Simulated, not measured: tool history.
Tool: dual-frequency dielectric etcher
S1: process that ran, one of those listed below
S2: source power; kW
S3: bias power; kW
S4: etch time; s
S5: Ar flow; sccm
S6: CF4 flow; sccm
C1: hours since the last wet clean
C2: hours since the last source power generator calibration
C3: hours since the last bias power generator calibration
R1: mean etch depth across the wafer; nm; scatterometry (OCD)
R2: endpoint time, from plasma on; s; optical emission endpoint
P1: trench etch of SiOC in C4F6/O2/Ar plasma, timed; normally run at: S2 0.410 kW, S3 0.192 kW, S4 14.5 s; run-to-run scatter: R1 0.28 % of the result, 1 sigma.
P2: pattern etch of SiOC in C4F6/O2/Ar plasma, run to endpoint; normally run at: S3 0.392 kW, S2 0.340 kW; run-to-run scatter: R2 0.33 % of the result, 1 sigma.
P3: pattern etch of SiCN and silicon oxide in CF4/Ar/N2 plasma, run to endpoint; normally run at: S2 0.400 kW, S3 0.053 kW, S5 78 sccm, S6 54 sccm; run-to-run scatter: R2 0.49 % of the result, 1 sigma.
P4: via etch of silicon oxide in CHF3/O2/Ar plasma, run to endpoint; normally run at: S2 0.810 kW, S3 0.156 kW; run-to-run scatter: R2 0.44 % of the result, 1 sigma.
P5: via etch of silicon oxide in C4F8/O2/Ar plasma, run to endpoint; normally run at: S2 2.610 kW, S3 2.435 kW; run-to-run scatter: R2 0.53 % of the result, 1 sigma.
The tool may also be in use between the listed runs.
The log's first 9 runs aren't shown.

run 10 hour=51.5 | S1=P3 S2=0.400 S3=0.053 S5=78 S6=71 | C1=336.8 C2=1206.3 C3=1615.4 | R2=21.025
run 11 hour=56.3 | S1=P1 S2=0.410 S3=0.192 S4=14.5 | C1=341.6 C2=1211.1 C3=1620.2 | R1=30.348
run 12 hour=62.2 | S1=P1 S2=0.410 S3=0.241 S4=14.5 | C1=347.5 C2=1217.0 C3=1626.1 | R1=32.596
run 13 hour=66.5 | S1=P1 S2=0.410 S3=0.192 S4=21.5 | C1=351.8 C2=1221.3 C3=1630.4 | R1=45.161
run 14 hour=72.1 | S1=P2 S2=0.440 S3=0.392 | C1=357.4 C2=1226.9 C3=1636.0 | R2=12.271
run 15 hour=77.4 | S1=P3 S2=0.540 S3=0.053 S5=78 S6=54 | C1=362.7 C2=1232.2 C3=1641.3 | R2=16.910
run 16 hour=84.9 | S1=P1 S2=0.410 S3=0.149 S4=17.5 | C1=370.2 C2=1239.7 C3=1648.8 | R1=33.782
run 17 hour=88.8 | S1=P5 S2=2.610 S3=2.435 | C1=374.1 C2=1243.6 C3=1652.7 | R2=277.790
run 18 hour=92.5 | S1=P1 S2=0.250 S3=0.192 S4=14.5 | C1=377.8 C2=1247.3 C3=1656.4 | R1=25.167
-- hour=93.5 wet clean of the chamber
run 19 hour=99.7 | S1=P3 S2=0.400 S3=0.053 S5=78 S6=54 | C1=6.2 C2=1254.5 C3=1663.6 | R2=22.266
run 20 hour=104.9 | S1=P2 S2=0.340 S3=0.392 | C1=11.4 C2=1259.7 C3=1668.8 | R2=13.570
run 21 hour=110.6 | S1=P2 S2=0.340 S3=0.544 | C1=17.1 C2=1265.4 C3=1674.5 | R2=12.066
run 22 hour=115.8 | S1=P3 S2=0.400 S3=0.053 S5=103 S6=54 | C1=22.3 C2=1270.6 C3=1679.7 | R2=23.163
run 23 hour=122.8 | S1=P5 S2=3.510 S3=2.435 | C1=29.3 C2=1277.6 C3=1686.7 | R2=247.030
run 24 hour=128.0 | S1=P1 S2=0.520 S3=0.192 S4=14.5 | C1=34.5 C2=1282.8 C3=1691.9 | R1=33.322
run 25 hour=135.0 | S1=P1 S2=0.410 S3=0.192 S4=14.5 | C1=41.5 C2=1289.8 C3=1698.9 | R1=30.398
run 26 hour=140.7 | S1=P3 S2=0.400 S3=0.034 S5=78 S6=54 | C1=47.2 C2=1295.5 C3=1704.6 | R2=25.233

The next listed run, before its measurement:
run 27 hour=145.5 | S1=P1 S2=0.410 S3=0.192 S4=14.5 | C1=52.0 C2=1300.3 C3=1709.4 | R1=?

R1: 30.266 nm

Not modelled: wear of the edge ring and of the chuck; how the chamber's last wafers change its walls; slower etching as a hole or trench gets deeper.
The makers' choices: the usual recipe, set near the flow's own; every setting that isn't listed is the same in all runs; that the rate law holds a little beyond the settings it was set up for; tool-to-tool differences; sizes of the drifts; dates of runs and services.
